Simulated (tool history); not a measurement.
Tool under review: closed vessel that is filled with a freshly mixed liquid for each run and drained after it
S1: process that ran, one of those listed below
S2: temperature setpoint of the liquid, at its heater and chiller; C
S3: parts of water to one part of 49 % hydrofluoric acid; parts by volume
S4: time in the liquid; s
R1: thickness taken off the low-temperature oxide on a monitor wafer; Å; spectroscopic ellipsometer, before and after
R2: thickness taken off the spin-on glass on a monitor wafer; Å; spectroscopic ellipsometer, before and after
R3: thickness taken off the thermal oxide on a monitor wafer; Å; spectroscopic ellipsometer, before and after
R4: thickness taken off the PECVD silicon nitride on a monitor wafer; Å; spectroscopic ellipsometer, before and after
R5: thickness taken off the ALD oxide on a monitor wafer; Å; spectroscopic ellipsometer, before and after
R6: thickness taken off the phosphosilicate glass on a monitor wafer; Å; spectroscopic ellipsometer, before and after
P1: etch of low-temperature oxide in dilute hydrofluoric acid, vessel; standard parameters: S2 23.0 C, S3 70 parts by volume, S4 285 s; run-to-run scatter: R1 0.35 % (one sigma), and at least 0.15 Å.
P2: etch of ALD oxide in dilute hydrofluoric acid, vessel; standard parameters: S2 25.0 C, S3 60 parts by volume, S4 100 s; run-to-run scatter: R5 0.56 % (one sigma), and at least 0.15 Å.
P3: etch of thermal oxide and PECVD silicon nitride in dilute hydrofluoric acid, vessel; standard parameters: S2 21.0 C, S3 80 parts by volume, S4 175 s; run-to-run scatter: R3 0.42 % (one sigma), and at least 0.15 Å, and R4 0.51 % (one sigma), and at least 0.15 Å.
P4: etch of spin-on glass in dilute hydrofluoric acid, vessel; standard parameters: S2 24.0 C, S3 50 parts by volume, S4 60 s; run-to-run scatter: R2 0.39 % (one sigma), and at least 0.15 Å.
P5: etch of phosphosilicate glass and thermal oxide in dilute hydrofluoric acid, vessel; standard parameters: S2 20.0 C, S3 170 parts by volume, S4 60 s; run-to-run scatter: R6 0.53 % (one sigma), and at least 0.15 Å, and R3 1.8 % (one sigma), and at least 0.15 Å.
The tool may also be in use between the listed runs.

run,hour,S1,S2,S3,S4,R1,R2,R3,R4,R5,R6
1,7.4,P1,23.0,70,285,591.87,,,,,
2,19.0,P4,24.0,50,35,,307.44,,,,
3,28.9,P3,21.0,120,175,,,62.0050,27.2020,,
4,39.3,P3,17.0,80,175,,,83.3430,30.8660,,
5,50.1,P2,19.0,60,100,,,,,162.210,
6,61.6,P2,25.0,30,100,,,,,433.300,
7,72.8,P1,30.5,25,285,2386.20,,,,,
8,82.7,P5,20.0,280,60,,,7.4414,,,307.20
9,95.2,P1,31.0,70,285,815.84,,,,,
10,107.2,P5,20.0,170,60,,,14.0010,,,567.36
11,120.9,P1,17.0,70,285,462.90,,,,,
12,132.9,P2,25.0,60,100,,,,,207.900,
13,142.8,P2,25.0,60,40,,,,,83.156,
14,155.5,P5,20.0,170,30,,,6.8720,,,284.30
15,168.4,P1,23.0,70,285,590.13,,,,,
16,181.3,P4,24.0,50,60,,528.43,,,,
17,194.6,P5,28.0,170,60,,,18.1520,,,767.43
18,201.2,P3,21.0,80,175,,,98.6950,40.8480,,
19,209.9,P1,23.0,70,285,592.69,,,,,
20,220.9,P1,23.0,105,285,382.34,,,,,
21,228.1,P3,21.0,80,30,,,16.7480,7.1178,,
22,240.3,P4,31.0,50,60,,696.51,,,,
23,253.0,P4,24.0,20,60,,1363.00,,,,
24,260.1,P1,23.0,70,285,595.33,,,,,
25,269.2,P1,23.0,70,550,1143.10,,,,,
26,281.0,P2,25.0,60,100,,,,,208.620,
27,287.4,P1,23.0,40,285,1085.90,,,,,
28,298.3,P1,23.0,70,100,208.22,,,,,
29,311.3,P1,23.0,70,285,594.40,,,,,
30,324.2,P1,23.0,70,285,611.43,,,,,
31,332.6,P1,23.0,70,285,625.10,,,,,
32,345.7,P1,23.0,70,285,627.92,,,,,
33,358.9,P1,23.0,70,285,631.10,,,,,
34,369.7,P1,23.0,70,285,632.50,,,,,
35,383.5,P1,23.0,70,285,633.02,,,,,
36,389.9,P1,23.0,70,285,632.87,,,,,

P1 has crept away from where it was. The log is fitted equally well by each of these 2 causes, at the sizes shown:
A: liquid hotter than its thermometer reads (K) = 1.54
B: hydrofluoric acid flow above the setpoint (%) = 5.92
The onset of the drift is placed at about hour 311.3.

Consider the 4 single-wafer check runs listed below, results given as question marks: which one distinguishes between the causes by giving clearly different results for each?
check 1,396.3,P4,24.0,50,60,,?,,,,
check 2,396.3,P2,25.0,60,100,,,,,?,
check 3,396.3,P3,21.0,80,175,,,?,?,,
check 4,396.3,P5,20.0,170,60,,,?,,,?

Predicted outcomes, by check and by cause:
check,result,if A,if B
check 1,R2,559.96,558.92
check 2,R5,221.530,221.520
check 3,R3,104.4700,104.4400
check 3,R4,45.1390,43.0240
check 4,R3,14.3080,14.4110
check 4,R6,602.66,606.99
Distance between the nearest two causes, measured in the result of the check that separates them most: check 1 0.19 %; check 2 0 %; check 3 4.8 %; check 4 0.71 %
Check 3 distinguishes between the causes, while the remaining checks would return nearly the same result for all of them.

Check 3 was carried out, with these results: R3 103.9800 Å; R4 43.1800 Å. Which of the listed causes is responsible?

The correct cause is B, namely: hydrofluoric acid flow above the setpoint (%).
